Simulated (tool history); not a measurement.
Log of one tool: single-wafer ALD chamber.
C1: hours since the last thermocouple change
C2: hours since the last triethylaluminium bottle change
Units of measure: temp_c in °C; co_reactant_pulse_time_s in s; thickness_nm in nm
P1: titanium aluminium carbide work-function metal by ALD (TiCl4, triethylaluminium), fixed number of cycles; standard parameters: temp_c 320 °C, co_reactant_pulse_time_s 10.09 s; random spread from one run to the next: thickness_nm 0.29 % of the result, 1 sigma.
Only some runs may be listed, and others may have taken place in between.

run 1 day=0.4 | temp_c=320 co_reactant_pulse_time_s=10.09 | C1=1319.3 C2=1213.1 | thickness_nm=2.1416
run 2 day=0.604 | temp_c=320 co_reactant_pulse_time_s=10.09 | C1=1324.2 C2=1218 | thickness_nm=2.1364
run 3 day=0.825 | temp_c=344 co_reactant_pulse_time_s=12.79 | C1=1329.5 C2=1223.3 | thickness_nm=2.3802
run 4 day=1.125 | temp_c=330 co_reactant_pulse_time_s=3.84 | C1=1336.7 C2=1230.5 | thickness_nm=1.6903
run 5 day=1.504 | temp_c=320 co_reactant_pulse_time_s=13.21 | C1=1345.8 C2=1239.6 | thickness_nm=2.1858
run 6 day=1.738 | temp_c=320 co_reactant_pulse_time_s=10.09 | C1=1351.4 C2=1245.2 | thickness_nm=2.1333
run 7 day=2.154 | temp_c=296 co_reactant_pulse_time_s=10.09 | C1=1361.4 C2=1255.2 | thickness_nm=1.9433
run 8 day=2.421 | temp_c=330 co_reactant_pulse_time_s=16.36 | C1=1367.8 C2=1261.6 | thickness_nm=2.2862
run 9 day=2.821 | temp_c=342 co_reactant_pulse_time_s=10.09 | C1=1377.4 C2=1271.2 | thickness_nm=2.319
run 10 day=3.146 | temp_c=320 co_reactant_pulse_time_s=4.96 | C1=1385.2 C2=1279 | thickness_nm=1.8074
run 11 day=3.379 | temp_c=320 co_reactant_pulse_time_s=10.09 | C1=1390.8 C2=1284.6 | thickness_nm=2.1377
run 12 day=3.742 | temp_c=320 co_reactant_pulse_time_s=10.09 | C1=1399.5 C2=1293.3 | thickness_nm=2.1395
run 13 day=4.05 | temp_c=320 co_reactant_pulse_time_s=10.09 | C1=1406.9 C2=1300.7 | thickness_nm=2.1426
run 14 day=4.246 | temp_c=320 co_reactant_pulse_time_s=10.09 | C1=1411.6 C2=1305.4 | thickness_nm=2.1445
run 15 day=4.442 | temp_c=320 co_reactant_pulse_time_s=10.09 | C1=1416.3 C2=1310.1 | thickness_nm=2.1233
run 16 day=4.846 | temp_c=320 co_reactant_pulse_time_s=10.09 | C1=1426 C2=1319.8 | thickness_nm=2.1014
run 17 day=5.196 | temp_c=320 co_reactant_pulse_time_s=10.09 | C1=1434.4 C2=1328.2 | thickness_nm=2.1156
run 18 day=5.529 | temp_c=320 co_reactant_pulse_time_s=10.09 | C1=1442.4 C2=1336.2 | thickness_nm=2.1063
run 19 day=5.962 | temp_c=320 co_reactant_pulse_time_s=10.09 | C1=1452.8 C2=1346.6 | thickness_nm=2.0917
run 20 day=6.242 | temp_c=320 co_reactant_pulse_time_s=10.09 | C1=1459.5 C2=1353.3 | thickness_nm=2.0941
run 21 day=6.471 | temp_c=320 co_reactant_pulse_time_s=10.09 | C1=1465 C2=1358.8 | thickness_nm=2.0886

Compared with where it was, what P1 gives has crept away. Each cause listed below fits the log as well as the rest, at the size given for it:
A: wafer temperature below the value expected at the setpoint (K) = 4.88
B: triethylaluminium dose below that of a fresh bottle (%) = 13.9
The process output started creeping at around day 4.246.

Consider the 4 single-wafer check runs listed below, results given as question marks: which one distinguishes between the causes by giving clearly different results for each?
run check 1 day=6.7 | temp_c=334 co_reactant_pulse_time_s=10.09 | thickness_nm=?
run check 2 day=6.7 | temp_c=305 co_reactant_pulse_time_s=5.28 | thickness_nm=?
run check 3 day=6.7 | temp_c=333 co_reactant_pulse_time_s=10.09 | thickness_nm=?
run check 4 day=6.7 | temp_c=336 co_reactant_pulse_time_s=10.09 | thickness_nm=?

Outcome of each check run for each possible cause:
check=check_1 result=thickness_nm if_A=2.2187 if_B=2.2166
check=check_2 result=thickness_nm if_A=1.7018 if_B=1.6413
check=check_3 result=thickness_nm if_A=2.2099 if_B=2.208
check=check_4 result=thickness_nm if_A=2.2361 if_B=2.2338
Per check, the gap between the least separated pair of causes, taken in the result that splits them most: check 1 0.09 %; check 2 3.62 %; check 3 0.09 %; check 4 0.11 %
The other checks would show nearly matching results whichever cause is true, so check 2 is the only one that separates the causes.

Check 2 has now been run. It gave: thickness_nm 1.6955 nm. Which of the candidate causes is it?

The cause is A: wafer temperature below the value expected at the setpoint (K).
